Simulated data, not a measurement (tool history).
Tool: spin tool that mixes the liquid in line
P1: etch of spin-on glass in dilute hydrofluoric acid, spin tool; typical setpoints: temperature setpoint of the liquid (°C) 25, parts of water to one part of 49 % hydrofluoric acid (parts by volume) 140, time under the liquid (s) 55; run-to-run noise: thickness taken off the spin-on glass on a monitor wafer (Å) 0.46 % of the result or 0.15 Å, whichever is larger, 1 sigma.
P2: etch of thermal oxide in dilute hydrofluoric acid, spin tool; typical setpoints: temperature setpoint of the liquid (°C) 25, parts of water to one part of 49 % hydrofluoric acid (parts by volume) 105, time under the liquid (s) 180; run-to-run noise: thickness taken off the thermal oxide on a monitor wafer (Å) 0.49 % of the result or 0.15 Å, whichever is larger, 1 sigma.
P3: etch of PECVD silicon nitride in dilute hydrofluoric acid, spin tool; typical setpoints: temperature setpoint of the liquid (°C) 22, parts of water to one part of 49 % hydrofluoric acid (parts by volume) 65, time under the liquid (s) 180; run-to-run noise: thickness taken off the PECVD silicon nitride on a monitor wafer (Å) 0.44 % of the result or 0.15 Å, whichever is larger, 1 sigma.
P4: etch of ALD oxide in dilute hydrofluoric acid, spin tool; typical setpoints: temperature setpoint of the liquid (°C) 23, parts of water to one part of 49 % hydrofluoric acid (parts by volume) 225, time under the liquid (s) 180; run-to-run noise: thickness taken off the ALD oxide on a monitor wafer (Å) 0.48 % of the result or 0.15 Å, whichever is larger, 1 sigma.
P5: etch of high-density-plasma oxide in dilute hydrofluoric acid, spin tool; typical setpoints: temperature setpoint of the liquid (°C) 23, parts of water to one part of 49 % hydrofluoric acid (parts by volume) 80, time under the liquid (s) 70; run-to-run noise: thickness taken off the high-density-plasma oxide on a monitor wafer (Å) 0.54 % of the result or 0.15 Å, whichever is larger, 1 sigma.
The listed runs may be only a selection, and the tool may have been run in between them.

| run | hour | process that ran | temperature setpoint of the liquid (°C) | parts of water to one part of 49 % hydrofluoric acid (parts by volume) | time under the liquid (s) | hours since the thermometer was replaced | hours since the hydrofluoric acid flow meter was replaced | thickness taken off the spin-on glass on a monitor wafer (Å) | thickness taken off the high-density-plasma oxide on a monitor wafer (Å) | thickness taken off the thermal oxide on a monitor wafer (Å) | thickness taken off the PECVD silicon nitride on a monitor wafer (Å) | thickness taken off the ALD oxide on a monitor wafer (Å) |
|---|---|---|---|---|---|---|---|---|---|---|---|---|
| 1 | 9.6 | P1 | 25 | 140 | 55 | 880.6 | 1155.8 | 178.56 |  |  |  |  |
| 2 | 22.9 | P5 | 27 | 80 | 70 | 893.9 | 1169.1 |  | 58.965 |  |  |  |
| 3 | 30.1 | P5 | 23 | 80 | 70 | 901.1 | 1176.3 |  | 49.614 |  |  |  |
| 4 | 42 | P1 | 25 | 140 | 55 | 913 | 1188.2 | 178.16 |  |  |  |  |
| 5 | 55.2 | P1 | 18 | 140 | 55 | 926.2 | 1201.4 | 135.52 |  |  |  |  |
| 6 | 65.3 | P2 | 25 | 105 | 180 | 936.3 | 1211.5 |  |  | 83.324 |  |  |
| 7 | 73 | P2 | 25 | 170 | 180 | 944 | 1219.2 |  |  | 47.928 |  |  |
| 8 | 84.2 | P3 | 22 | 45 | 180 | 955.2 | 1230.4 |  |  |  | 91.789 |  |
| 9 | 98.1 | P4 | 23 | 225 | 180 | 969.1 | 1244.3 |  |  |  |  | 119.76 |
| 10 | 108.9 | P1 | 25 | 140 | 55 | 979.9 | 1255.1 | 178.49 |  |  |  |  |
| 11 | 115.1 | P3 | 22 | 65 | 15 | 986.1 | 1261.3 |  |  |  | 5.2716 |  |
| 12 | 128.8 | P1 | 25 | 65 | 55 | 999.8 | 1275 | 417.41 |  |  |  |  |
| 13 | 141 | P2 | 30.5 | 105 | 180 | 1012 | 1287.2 |  |  | 104.07 |  |  |
| 14 | 154.4 | P4 | 23 | 225 | 290 | 1025.4 | 1300.6 |  |  |  |  | 196.56 |
| 15 | 167.2 | P3 | 17 | 65 | 180 | 1038.2 | 1313.4 |  |  |  | 45.323 |  |
| 16 | 174.6 | P1 | 25 | 255 | 55 | 1045.6 | 1320.8 | 86.404 |  |  |  |  |
| 17 | 186.2 | P1 | 19 | 30 | 55 | 1057.2 | 1332.4 | 743.88 |  |  |  |  |
| 18 | 193.3 | P4 | 17 | 225 | 180 | 1064.3 | 1339.5 |  |  |  |  | 95.842 |
| 19 | 205.6 | P5 | 23 | 80 | 70 | 1076.6 | 1351.8 |  | 49.941 |  |  |  |
| 20 | 219 | P3 | 22 | 65 | 180 | 1090 | 1365.2 |  |  |  | 63.793 |  |
| 21 | 227.5 | P4 | 23 | 360 | 180 | 1098.5 | 1373.7 |  |  |  |  | 66.692 |
| 22 | 240.6 | P3 | 22 | 65 | 180 | 1111.6 | 1386.8 |  |  |  | 64.832 |  |
| 23 | 252 | P1 | 25 | 140 | 100 | 1123 | 1398.2 | 323.31 |  |  |  |  |
|  | 263.5 | hydrofluoric acid flow meter replaced |
| 24 | 264.9 | P5 | 23 | 110 | 70 | 1135.9 | 1.5 |  | 35.219 |  |  |  |
| 25 | 273.6 | P1 | 25 | 140 | 15 | 1144.6 | 10.2 | 48.502 |  |  |  |  |
| 26 | 283.9 | P2 | 25 | 105 | 65 | 1154.9 | 20.5 |  |  | 30.237 |  |  |
| 27 | 294.9 | P5 | 23 | 80 | 35 | 1165.9 | 31.5 |  | 25.442 |  |  |  |
| 28 | 305 | P1 | 25 | 140 | 55 | 1176 | 41.6 | 178.62 |  |  |  |  |
| 29 | 313.9 | P1 | 30 | 140 | 55 | 1184.9 | 50.5 | 213.71 |  |  |  |  |
| 30 | 327.4 | P1 | 25 | 140 | 55 | 1198.4 | 64 | 178.22 |  |  |  |  |
| 31 | 335.2 | P1 | 25 | 140 | 55 | 1206.2 | 71.8 | 177.02 |  |  |  |  |
| 32 | 346.5 | P1 | 25 | 140 | 55 | 1217.5 | 83.1 | 173.17 |  |  |  |  |
| 33 | 359.8 | P1 | 25 | 140 | 55 | 1230.8 | 96.4 | 170.09 |  |  |  |  |
| 34 | 370.4 | P1 | 25 | 140 | 55 | 1241.4 | 107 | 170.13 |  |  |  |  |
| 35 | 379.1 | P1 | 25 | 140 | 55 | 1250.1 | 115.7 | 168.87 |  |  |  |  |
| 36 | 391 | P1 | 25 | 140 | 55 | 1262 | 127.6 | 169.4 |  |  |  |  |
| 37 | 404.1 | P1 | 25 | 140 | 55 | 1275.1 | 140.7 | 169.14 |  |  |  |  |
| 38 | 412.2 | P1 | 25 | 140 | 55 | 1283.2 | 148.8 | 169.43 |  |  |  |  |
| 39 | 419.1 | P1 | 25 | 140 | 55 | 1290.1 | 155.7 | 168.17 |  |  |  |  |
| 40 | 433 | P1 | 25 | 140 | 55 | 1304 | 169.6 | 168.11 |  |  |  |  |
| 41 | 444.7 | P1 | 25 | 140 | 55 | 1315.7 | 181.3 | 166.09 |  |  |  |  |
| 42 | 455.5 | P1 | 25 | 140 | 55 | 1326.5 | 192.1 | 167.73 |  |  |  |  |

Something has made what P1 gives creep away from where it was; the 2 causes below, each at its own stated size, fit the log equally well:
A: hydrofluoric acid flow below the setpoint (%) = 5.15
B: liquid colder than its thermometer reads (K) = 1.61
The gradual shift began around hour 335.2.

4 check runs are offered, one wafer each, their results left as question marks. Which one tells the causes apart?
| check 1 | 466.3 | P4 | 23 | 225 | 180 |  |  |  |  |  |  | ? |
| check 2 | 466.3 | P5 | 23 | 80 | 70 |  |  |  | ? |  |  |  |
| check 3 | 466.3 | P2 | 25 | 105 | 180 |  |  |  |  | ? |  |  |
| check 4 | 466.3 | P3 | 22 | 65 | 180 |  |  |  |  |  | ? |  |

Predicted outcomes, by check and by cause:
| check | result | if A | if B |
|---|---|---|---|
| check 1 | thickness taken off the ALD oxide on a monitor wafer (Å) | 113.3 | 113.93 |
| check 2 | thickness taken off the high-density-plasma oxide on a monitor wafer (Å) | 46.964 | 46.61 |
| check 3 | thickness taken off the thermal oxide on a monitor wafer (Å) | 78.966 | 78.691 |
| check 4 | thickness taken off the PECVD silicon nitride on a monitor wafer (Å) | 61.118 | 57.653 |
Gap, in per cent, between the two causes that each check separates least, read from the result that separates them most: check 1 0.55 %; check 2 0.76 %; check 3 0.35 %; check 4 5.84 %
The causes can be told apart only by check 4. The other checks would give nearly the same results under each of them.

Here is what check 4 returned: thickness taken off the PECVD silicon nitride on a monitor wafer (Å) 61.717. Which cause is it?

The cause is A: hydrofluoric acid flow below the setpoint (%).
